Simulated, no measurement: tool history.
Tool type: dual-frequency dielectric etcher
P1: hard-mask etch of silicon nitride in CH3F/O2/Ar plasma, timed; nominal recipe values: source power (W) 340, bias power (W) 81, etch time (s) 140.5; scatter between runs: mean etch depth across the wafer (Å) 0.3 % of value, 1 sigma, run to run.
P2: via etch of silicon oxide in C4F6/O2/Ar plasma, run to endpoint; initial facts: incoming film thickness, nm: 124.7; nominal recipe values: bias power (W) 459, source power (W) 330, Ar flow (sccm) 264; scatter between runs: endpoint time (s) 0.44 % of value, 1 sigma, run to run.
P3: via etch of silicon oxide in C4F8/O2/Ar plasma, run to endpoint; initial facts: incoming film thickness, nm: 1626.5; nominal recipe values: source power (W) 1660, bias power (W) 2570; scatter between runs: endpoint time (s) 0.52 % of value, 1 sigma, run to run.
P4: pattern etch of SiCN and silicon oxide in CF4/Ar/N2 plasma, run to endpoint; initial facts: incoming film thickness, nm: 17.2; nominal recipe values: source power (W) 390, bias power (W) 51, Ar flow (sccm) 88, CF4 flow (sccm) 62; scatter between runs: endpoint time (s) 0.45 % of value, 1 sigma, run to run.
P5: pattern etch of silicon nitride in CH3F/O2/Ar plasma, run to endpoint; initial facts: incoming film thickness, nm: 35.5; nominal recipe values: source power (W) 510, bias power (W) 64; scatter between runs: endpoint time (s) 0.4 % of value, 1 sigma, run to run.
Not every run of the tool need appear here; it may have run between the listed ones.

run,hour,process that ran,source power (W),bias power (W),etch time (s),Ar flow (sccm),CF4 flow (sccm),hours since the last wet clean,hours since the last source power generator calibration,hours since the last bias power generator calibration,mean etch depth across the wafer (Å),endpoint time (s)
1,8.1,P1,340,81,140.5,,,173.0,2493.3,2246.4,1004.30,
2,19.5,P3,1660,2570,,,,184.4,2504.7,2257.8,,322.900
3,30.0,P1,340,81,140.5,,,194.9,2515.2,2268.3,1004.60,
4,39.9,P1,340,97,140.5,,,204.8,2525.1,2278.2,1067.40,
5,51.5,P4,390,51,,53,62,216.4,2536.7,2289.8,,23.603
6,61.3,P4,290,51,,88,62,226.2,2546.5,2299.6,,32.904
7,73.0,P3,1660,3381,,,,237.9,2558.2,2311.3,,295.310
8,81.1,P4,390,33,,88,62,246.0,2566.3,2319.4,,28.648
9,89.4,P1,340,62,170.0,,,254.3,2574.6,2327.7,1110.20,
10,94.8,P5,510,83,,,,259.7,2580.0,2333.1,,43.531
11,101.5,P5,510,64,,,,266.4,2586.7,2339.8,,47.481
12,111.8,P2,330,459,,264,,276.7,2597.0,2350.1,,29.593
13,118.4,P1,340,81,201.5,,,283.3,2603.6,2356.7,1429.20,
# hour 125.5: bias power generator calibrated
14,125.7,P1,340,81,140.5,,,290.6,2610.9,0.2,1000.90,
15,137.2,P1,340,81,140.5,,,302.1,2622.4,11.7,1000.50,
16,145.2,P5,670,64,,,,310.1,2630.4,19.7,,43.057
17,154.5,P1,340,81,94.0,,,319.4,2639.7,29.0,674.42,
18,163.2,P4,390,51,,88,62,328.1,2648.4,37.7,,25.446
19,170.7,P3,1660,2570,,,,335.6,2655.9,45.2,,323.660
20,180.7,P1,340,63,140.5,,,345.6,2665.9,55.2,917.51,
21,188.9,P1,340,81,140.5,,,353.8,2674.1,63.4,998.50,
22,195.2,P2,330,324,,264,,360.1,2680.4,69.7,,33.727
23,205.2,P1,460,81,140.5,,,370.1,2690.4,79.7,1121.00,
24,214.4,P4,390,51,,88,36,379.3,2699.6,88.9,,27.591
25,221.5,P2,330,459,,196,,386.4,2706.7,96.0,,28.639
26,233.5,P3,1020,2570,,,,398.4,2718.7,108.0,,390.000
27,241.9,P2,400,459,,264,,406.8,2727.1,116.4,,27.559
28,247.8,P1,260,81,140.5,,,412.7,2733.0,122.3,909.25,
29,256.8,P1,340,81,140.5,,,421.7,2742.0,131.3,1001.00,
30,266.4,P1,340,81,140.5,,,431.3,2751.6,140.9,1003.20,
31,277.6,P1,340,81,140.5,,,442.5,2762.8,152.1,1002.60,
32,288.8,P1,340,81,140.5,,,453.7,2774.0,163.3,987.28,
33,297.4,P1,340,81,140.5,,,462.3,2782.6,171.9,987.63,
34,307.2,P1,340,81,140.5,,,472.1,2792.4,181.7,990.06,
# hour 312.3: wet clean of the chamber
35,313.0,P1,340,81,140.5,,,0.8,2798.2,187.5,984.78,
36,319.3,P1,340,81,140.5,,,7.1,2804.5,193.8,987.07,
37,329.3,P1,340,81,140.5,,,17.1,2814.5,203.8,984.81,
38,335.6,P1,340,81,140.5,,,23.4,2820.8,210.1,991.38,

Something has made what P1 gives creep away from where it was; the 2 causes below, each at its own stated size, fit the log equally well:
A: source power that arrives under what is set, % = 3.88
B: bias power that arrives under what is set, % = 4.1
The drift started at roughly hour 266.4.
The rest of the possible causes, and what rules out each one:
chamber walls in a state that lowers the etch rate, %: serviced after onset, at hour 312.3, with no recovery of the prior output

Which of the check runs below tells the causes apart, meaning the causes would give it clearly different results? Each run uses 3 wafers whose results are averaged, and each result is shown as a question mark.
check 1,341.9,P5,510,64,,,,,,,,?
check 2,341.9,P2,330,459,,264,,,,,,?
check 3,341.9,P3,1660,2570,,,,,,,,?
check 4,341.9,P4,390,51,,88,62,,,,,?

What every check run would give for each of its results, assuming each possible cause in turn:
check,result,if A,if B
check 1,endpoint time (s),48.290,48.212
check 2,endpoint time (s),30.001,30.030
check 3,endpoint time (s),327.810,326.900
check 4,endpoint time (s),26.200,25.627
Gap, in per cent, between the two causes that each check separates least, read from the result that separates them most: check 1 0.16 %; check 2 0.1 %; check 3 0.28 %; check 4 2.21 %
Check 4 tells the causes apart: in the others they would give nearly the same result.

With check 4 done, the readings were: endpoint time (s) 26.169. Identify which of the listed causes applies.

It was cause A: source power that arrives under what is set, %.
